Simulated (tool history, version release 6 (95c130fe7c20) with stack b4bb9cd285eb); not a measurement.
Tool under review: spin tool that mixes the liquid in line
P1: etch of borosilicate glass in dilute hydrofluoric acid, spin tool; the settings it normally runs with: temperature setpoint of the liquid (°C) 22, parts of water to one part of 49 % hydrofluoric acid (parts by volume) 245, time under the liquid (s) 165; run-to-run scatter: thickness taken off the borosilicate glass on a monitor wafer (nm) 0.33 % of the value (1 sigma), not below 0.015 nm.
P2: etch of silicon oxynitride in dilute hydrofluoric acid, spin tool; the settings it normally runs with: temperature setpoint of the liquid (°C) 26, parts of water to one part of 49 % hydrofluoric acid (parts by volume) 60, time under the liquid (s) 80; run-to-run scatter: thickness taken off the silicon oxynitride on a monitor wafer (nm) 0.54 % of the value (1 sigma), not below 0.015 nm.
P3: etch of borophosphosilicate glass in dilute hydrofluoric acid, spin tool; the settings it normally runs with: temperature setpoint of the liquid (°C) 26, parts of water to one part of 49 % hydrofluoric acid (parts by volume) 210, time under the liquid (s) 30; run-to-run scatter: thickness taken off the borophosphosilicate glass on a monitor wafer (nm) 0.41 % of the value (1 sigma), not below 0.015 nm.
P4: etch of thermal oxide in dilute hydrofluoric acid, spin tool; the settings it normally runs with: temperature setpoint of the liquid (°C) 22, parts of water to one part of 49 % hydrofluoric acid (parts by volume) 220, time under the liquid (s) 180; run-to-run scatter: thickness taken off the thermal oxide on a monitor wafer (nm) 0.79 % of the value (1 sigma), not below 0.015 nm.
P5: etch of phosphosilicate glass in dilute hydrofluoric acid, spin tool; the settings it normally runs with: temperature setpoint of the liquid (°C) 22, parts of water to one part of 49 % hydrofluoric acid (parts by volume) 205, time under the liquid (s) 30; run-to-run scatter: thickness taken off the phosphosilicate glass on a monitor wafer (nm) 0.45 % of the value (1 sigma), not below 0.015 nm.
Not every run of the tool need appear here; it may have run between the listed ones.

run   hour  process that ran  temperature setpoint of the liquid (°C)  parts of water to one part of 49 % hydrofluoric acid (parts by volume)  time under the liquid (s)  hours since the thermometer was replaced  hours since the hydrofluoric acid flow meter was replaced  thickness taken off the borosilicate glass on a monitor wafer (nm)  thickness taken off the silicon oxynitride on a monitor wafer (nm)  thickness taken off the borophosphosilicate glass on a monitor wafer (nm)  thickness taken off the thermal oxide on a monitor wafer (nm)  thickness taken off the phosphosilicate glass on a monitor wafer (nm)
  1    5.6                P1                                       22                                                                     245                        165                                     515.2                                                      393.3                                                              15.213
  2    9.8                P2                                       26                                                                      60                         80                                     519.4                                                      397.5                                                                                                                                  6.7754
  3   14.5                P3                                       26                                                                     210                         30                                     524.1                                                      402.2                                                                                                                                                                                                             6.0655
  4   20.3                P1                                       22                                                                     390                        165                                     529.9                                                        408                                                              8.4094
      21.4  -- thermometer replaced
  5   24.6                P1                                       22                                                                     245                         90                                       3.3                                                      412.3                                                              8.2578
  6   28.3                P1                                       22                                                                     245                        320                                         7                                                        416                                                              29.453
  7   34.4                P1                                       22                                                                     245                        165                                      13.1                                                      422.1                                                              15.171
  8   38.2                P1                                       22                                                                     245                        165                                      16.9                                                      425.9                                                              15.229
  9   43.6                P2                                       26                                                                      60                         15                                      22.3                                                      431.3                                                                                                                                  1.2743
 10   47.6                P4                                       22                                                                     220                        180                                      26.3                                                      435.3                                                                                                                                                                                                                                                                            3.2354
 11   51.2                P2                                       26                                                                      20                         80                                      29.9                                                      438.9                                                                                                                                  20.919
 12   56.8                P1                                       22                                                                      85                        100                                      35.5                                                      444.5                                                              31.591
 13   61.3                P4                                       29                                                                     220                        180                                        40                                                        449                                                                                                                                                                                                                                                                            4.0931
 14   65.9                P1                                       17                                                                     245                        165                                      44.6                                                      453.6                                                              12.625
 15   69.8                P4                                       22                                                                      35                        180                                      48.5                                                      457.5                                                                                                                                                                                                                                                                            25.091
 16     76                P1                                       22                                                                     345                        290                                      54.7                                                      463.7                                                              17.322
 17   81.5                P1                                       22                                                                     245                        165                                      60.2                                                      469.2                                                              15.221
 18     86                P4                                       22                                                                     220                        180                                      64.7                                                      473.7                                                                                                                                                                                                                                                                            3.2221
 19   91.1                P5                                       22                                                                     310                         30                                      69.8                                                      478.8                                                                                                                                                                                                                                                                                                                                                   14.744
 20   94.4                P2                                       33                                                                      60                         80                                      73.1                                                      482.1                                                                                                                                   9.424
 21   98.9                P3                                       26                                                                     210                         60                                      77.6                                                      486.6                                                                                                                                                                                                             11.985
 22  102.7                P1                                       22                                                                     105                        165                                      81.4                                                      490.4                                                              41.013
 23  108.8                P4                                       22                                                                     220                        270                                      87.5                                                      496.5                                                                                                                                                                                                                                                                            4.8184
 24    113                P5                                       22                                                                     205                         30                                      91.7                                                      500.7                                                                                                                                                                                                                                                                                                                                                   24.881
 25  116.1                P3                                     33.5                                                                     210                         30                                      94.8                                                      503.8                                                                                                                                                                                                             7.8046
 26  120.4                P5                                       22                                                                     205                         15                                      99.1                                                      508.1                                                                                                                                                                                                                                                                                                                                                   12.324
 27  124.2                P5                                     29.5                                                                     205                         30                                     102.9                                                      511.9                                                                                                                                                                                                                                                                                                                                                   32.088
 28  130.5                P3                                       26                                                                     210                         30                                     109.2                                                      518.2                                                                                                                                                                                                             6.0803
 29  135.9                P3                                       26                                                                      85                         30                                     114.6                                                      523.6                                                                                                                                                                                                             17.231
 30  140.1                P5                                       22                                                                     205                         30                                     118.8                                                      527.8                                                                                                                                                                                                                                                                                                                                                   24.654
 31  146.5                P1                                     28.5                                                                     245                        165                                     125.2                                                      534.2                                                              19.098
 32  152.7                P1                                       22                                                                     245                        165                                     131.4                                                      540.4                                                              15.205
 33  156.8                P1                                       22                                                                     245                        165                                     135.5                                                      544.5                                                              15.671

Expected results for the next run?
 34  161.4                P1                                       22                                                                     245                        165                                     140.1                                                      549.1                                                                   ?

thickness taken off the borosilicate glass on a monitor wafer (nm): 15.879
